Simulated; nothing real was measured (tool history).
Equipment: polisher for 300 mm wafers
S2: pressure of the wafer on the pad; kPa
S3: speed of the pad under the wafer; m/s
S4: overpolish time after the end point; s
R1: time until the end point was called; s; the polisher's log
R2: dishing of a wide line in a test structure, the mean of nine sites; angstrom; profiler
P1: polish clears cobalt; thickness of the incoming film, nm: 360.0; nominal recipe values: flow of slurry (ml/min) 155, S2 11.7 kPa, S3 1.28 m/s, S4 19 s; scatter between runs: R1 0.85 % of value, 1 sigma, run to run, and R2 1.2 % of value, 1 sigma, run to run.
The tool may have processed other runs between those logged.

Run 1, hour 13.2: flow of slurry (ml/min) 155, S2 11.7 kPa, S3 1.28 m/s, S4 19 s. Result: R1 78.236 s, R2 432.19 angstrom.
Run 2, hour 26.5: flow of slurry (ml/min) 155, S2 11.7 kPa, S3 1.28 m/s, S4 7 s. Result: R1 77.765 s, R2 245.88 angstrom.
Run 3, hour 37.1: flow of slurry (ml/min) 155, S2 5.5 kPa, S3 1.28 m/s, S4 19 s. Result: R1 168.13 s, R2 292.66 angstrom.
Run 4, hour 47.9: flow of slurry (ml/min) 155, S2 11.7 kPa, S3 1.28 m/s, S4 19 s. Result: R1 78.09 s, R2 433.27 angstrom.
Run 5, hour 59.5: flow of slurry (ml/min) 155, S2 11.7 kPa, S3 1.28 m/s, S4 35 s. Result: R1 77.889 s, R2 504.91 angstrom.
Run 6, hour 66.9: flow of slurry (ml/min) 155, S2 11.7 kPa, S3 1.28 m/s, S4 19 s. Result: R1 77.745 s, R2 440.29 angstrom.
Run 7, hour 77.6: flow of slurry (ml/min) 155, S2 11.7 kPa, S3 1.28 m/s, S4 19 s. Result: R1 77.14 s, R2 428 angstrom.
Run 8, hour 86: flow of slurry (ml/min) 245, S2 11.7 kPa, S3 1.28 m/s, S4 19 s. Result: R1 73.17 s, R2 431.58 angstrom.
Run 9, hour 97: flow of slurry (ml/min) 155, S2 11.7 kPa, S3 1.98 m/s, S4 19 s. Result: R1 50.665 s, R2 478.92 angstrom.
Run 10, hour 103.5: flow of slurry (ml/min) 155, S2 11.7 kPa, S3 1.28 m/s, S4 19 s. Result: R1 76.775 s, R2 434.96 angstrom.
Run 11, hour 111.4: flow of slurry (ml/min) 155, S2 11.7 kPa, S3 1.28 m/s, S4 19 s. Result: R1 77.368 s, R2 425.73 angstrom.
Run 12, hour 119.4: flow of slurry (ml/min) 155, S2 11.7 kPa, S3 1.28 m/s, S4 19 s. Result: R1 78.958 s, R2 430.99 angstrom.
Run 13, hour 127.1: flow of slurry (ml/min) 155, S2 11.7 kPa, S3 0.58 m/s, S4 19 s. Result: R1 173.55 s, R2 291 angstrom.
Run 14, hour 137.7: flow of slurry (ml/min) 95, S2 11.7 kPa, S3 1 m/s, S4 19 s. Result: R1 111.02 s, R2 368.37 angstrom.
Run 15, hour 146: flow of slurry (ml/min) 95, S2 11.7 kPa, S3 1.28 m/s, S4 19 s. Result: R1 86.056 s, R2 412.86 angstrom.
Run 16, hour 156.9: flow of slurry (ml/min) 230, S2 17.2 kPa, S3 1.28 m/s, S4 19 s. Result: R1 50.146 s, R2 482.77 angstrom.
Run 17, hour 168.1: flow of slurry (ml/min) 155, S2 15.2 kPa, S3 1.28 m/s, S4 19 s. Result: R1 60.512 s, R2 457.45 angstrom.
Run 18, hour 177: flow of slurry (ml/min) 155, S2 11.7 kPa, S3 1.28 m/s, S4 19 s. Result: R1 77.678 s, R2 423.66 angstrom.
Run 19, hour 186.8: flow of slurry (ml/min) 155, S2 11.7 kPa, S3 1.28 m/s, S4 19 s. Result: R1 81.922 s, R2 424.77 angstrom.
Run 20, hour 198.4: flow of slurry (ml/min) 155, S2 11.7 kPa, S3 1.28 m/s, S4 19 s. Result: R1 83.314 s, R2 419.67 angstrom.
Run 21, hour 209.6: flow of slurry (ml/min) 155, S2 11.7 kPa, S3 1.28 m/s, S4 19 s. Result: R1 85.23 s, R2 418.52 angstrom.
At hour 213.8: head pressure recalibrated.
Run 22, hour 222.2: flow of slurry (ml/min) 155, S2 11.7 kPa, S3 1.28 m/s, S4 19 s. Result: R1 85.761 s, R2 409.89 angstrom.
Run 23, hour 230.6: flow of slurry (ml/min) 155, S2 11.7 kPa, S3 1.28 m/s, S4 19 s. Result: R1 85.329 s, R2 424.32 angstrom.

Run 24 comes next. What will it give?
Run 24, hour 239.1: flow of slurry (ml/min) 155, S2 11.7 kPa, S3 1.28 m/s, S4 19 s. Result: R1 ?, R2 ?.

R1: 85.679 s
R2: 410.47 angstrom
